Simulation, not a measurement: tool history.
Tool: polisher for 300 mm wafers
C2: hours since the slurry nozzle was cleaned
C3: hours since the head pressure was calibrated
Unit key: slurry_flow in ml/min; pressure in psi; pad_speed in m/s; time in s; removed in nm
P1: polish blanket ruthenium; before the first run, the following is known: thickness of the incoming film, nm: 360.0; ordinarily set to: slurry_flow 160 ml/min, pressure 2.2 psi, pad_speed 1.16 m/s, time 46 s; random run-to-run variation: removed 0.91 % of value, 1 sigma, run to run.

{"run": 1, "hour": 7.0, "slurry_flow": 160, "pressure": 2.2, "pad_speed": 1.16, "time": 46, "wafers polished on this pad": 326, "C2": 232.0, "C3": 883.4, "removed": 52.89}
{"run": 2, "hour": 14.0, "slurry_flow": 160, "pressure": 3.5, "pad_speed": 1.16, "time": 46, "wafers polished on this pad": 412, "C2": 239.0, "C3": 890.4, "removed": 86.424}
{"run": 3, "hour": 18.0, "slurry_flow": 160, "pressure": 2.2, "pad_speed": 1.16, "time": 46, "wafers polished on this pad": 460, "C2": 243.0, "C3": 894.4, "removed": 54.445}
{"run": 4, "hour": 24.7, "slurry_flow": 160, "pressure": 2.2, "pad_speed": 1.16, "time": 46, "wafers polished on this pad": 542, "C2": 249.7, "C3": 901.1, "removed": 54.183}
{"hour": 24.8, "done": "slurry nozzle cleaned"}
{"run": 5, "hour": 31.4, "slurry_flow": 160, "pressure": 2.2, "pad_speed": 0.72, "time": 46, "wafers polished on this pad": 624, "C2": 6.7, "C3": 907.8, "removed": 33.749}
{"run": 6, "hour": 37.7, "slurry_flow": 160, "pressure": 2.2, "pad_speed": 1.16, "time": 46, "wafers polished on this pad": 700, "C2": 13.0, "C3": 914.1, "removed": 54.041}
{"run": 7, "hour": 43.9, "slurry_flow": 160, "pressure": 2.2, "pad_speed": 1.16, "time": 25, "wafers polished on this pad": 776, "C2": 19.2, "C3": 920.3, "removed": 29.166}
{"run": 8, "hour": 48.5, "slurry_flow": 160, "pressure": 2.2, "pad_speed": 1.72, "time": 46, "wafers polished on this pad": 832, "C2": 23.8, "C3": 924.9, "removed": 80.74}
{"run": 9, "hour": 52.8, "slurry_flow": 220, "pressure": 2.2, "pad_speed": 1.16, "time": 46, "wafers polished on this pad": 884, "C2": 28.1, "C3": 929.2, "removed": 56.258}
{"run": 10, "hour": 58.4, "slurry_flow": 160, "pressure": 2.2, "pad_speed": 1.16, "time": 46, "wafers polished on this pad": 953, "C2": 33.7, "C3": 934.8, "removed": 54.331}
{"run": 11, "hour": 62.2, "slurry_flow": 230, "pressure": 2.8, "pad_speed": 1.16, "time": 46, "wafers polished on this pad": 999, "C2": 37.5, "C3": 938.6, "removed": 71.63}
{"run": 12, "hour": 66.9, "slurry_flow": 95, "pressure": 2.2, "pad_speed": 1.16, "time": 46, "wafers polished on this pad": 1056, "C2": 42.2, "C3": 943.3, "removed": 48.523}
{"run": 13, "hour": 72.2, "slurry_flow": 160, "pressure": 1.6, "pad_speed": 1.68, "time": 46, "wafers polished on this pad": 1121, "C2": 47.5, "C3": 948.6, "removed": 58.021}
{"run": 14, "hour": 78.8, "slurry_flow": 160, "pressure": 2.2, "pad_speed": 1.16, "time": 73, "wafers polished on this pad": 1201, "C2": 54.1, "C3": 955.2, "removed": 84.566}
{"run": 15, "hour": 82.3, "slurry_flow": 160, "pressure": 1.2, "pad_speed": 1.16, "time": 46, "wafers polished on this pad": 1244, "C2": 57.6, "C3": 958.7, "removed": 29.341}
{"run": 16, "hour": 88.2, "slurry_flow": 160, "pressure": 2.2, "pad_speed": 1.16, "time": 46, "wafers polished on this pad": 1316, "C2": 63.5, "C3": 964.6, "removed": 54.942}
{"run": 17, "hour": 94.6, "slurry_flow": 160, "pressure": 2.2, "pad_speed": 1.16, "time": 46, "wafers polished on this pad": 1394, "C2": 69.9, "C3": 971.0, "removed": 53.52}
{"run": 18, "hour": 101.8, "slurry_flow": 160, "pressure": 2.2, "pad_speed": 1.16, "time": 46, "wafers polished on this pad": 1481, "C2": 77.1, "C3": 978.2, "removed": 52.29}
{"run": 19, "hour": 109.1, "slurry_flow": 160, "pressure": 2.2, "pad_speed": 1.16, "time": 46, "wafers polished on this pad": 1570, "C2": 84.4, "C3": 985.5, "removed": 51.464}
{"hour": 112.3, "done": "worn pad replaced by a new one"}
{"run": 20, "hour": 115.5, "slurry_flow": 160, "pressure": 2.2, "pad_speed": 1.16, "time": 46, "wafers polished on this pad": 39, "C2": 90.8, "C3": 991.9, "removed": 51.169}
{"run": 21, "hour": 122.1, "slurry_flow": 160, "pressure": 2.2, "pad_speed": 1.16, "time": 46, "wafers polished on this pad": 120, "C2": 97.4, "C3": 998.5, "removed": 50.679}
{"run": 22, "hour": 129.3, "slurry_flow": 160, "pressure": 2.2, "pad_speed": 1.16, "time": 46, "wafers polished on this pad": 207, "C2": 104.6, "C3": 1005.7, "removed": 50.592}
{"run": 23, "hour": 132.8, "slurry_flow": 160, "pressure": 2.2, "pad_speed": 1.16, "time": 46, "wafers polished on this pad": 250, "C2": 108.1, "C3": 1009.2, "removed": 50.721}
{"run": 24, "hour": 138.2, "slurry_flow": 160, "pressure": 2.2, "pad_speed": 1.16, "time": 46, "wafers polished on this pad": 316, "C2": 113.5, "C3": 1014.6, "removed": 51.34}
{"run": 25, "hour": 145.6, "slurry_flow": 160, "pressure": 2.2, "pad_speed": 1.16, "time": 46, "wafers polished on this pad": 406, "C2": 120.9, "C3": 1022.0, "removed": 49.429}

What P1 gives has crept off from where it sat before. The 2 causes that follow fit the log equally well, each at the size noted:
A: head's pressure below its setpoint, % = 7.19
B: slurry flow missing at the pad, % = 31.8
At approximately hour 88.2, the process output began to creep.
Ruled out, with reasons:
removal rate lost through wear of the pad, %: serviced after onset, at hour 112.3, with no recovery of the prior output

The 4 check runs listed below each average the results of 3 wafers, and their outcomes are marked with question marks. Under which run would the listed causes produce clearly different results?
{"run": "check 1", "hour": 153.0, "slurry_flow": 160, "pressure": 3.2, "pad_speed": 1.7, "time": 46, "removed": "?"}
{"run": "check 2", "hour": 153.0, "slurry_flow": 160, "pressure": 2.2, "pad_speed": 0.74, "time": 46, "removed": "?"}
{"run": "check 3", "hour": 153.0, "slurry_flow": 160, "pressure": 2.8, "pad_speed": 1.16, "time": 71, "removed": "?"}
{"run": "check 4", "hour": 153.0, "slurry_flow": 100, "pressure": 1.2, "pad_speed": 1.16, "time": 46, "removed": "?"}

How each check would come out, cause by cause:
check=check_1 result=removed if_A=107.060 if_B=107.060
check=check_2 result=removed if_A=32.039 if_B=32.039
check=check_3 result=removed if_A=98.660 if_B=98.659
check=check_4 result=removed if_A=24.898 if_B=23.961
Distance between the nearest two causes, measured in the result of the check that separates them most: check 1 0 %; check 2 0 %; check 3 0 %; check 4 3.84 %
Only in check 4 would the causes give clearly different results; in the remaining checks their results would be nearly the same.

Check 4 has now been run. It gave: removed 23.990 nm. Which of the candidate causes is it?

B is the cause: slurry flow missing at the pad, %.
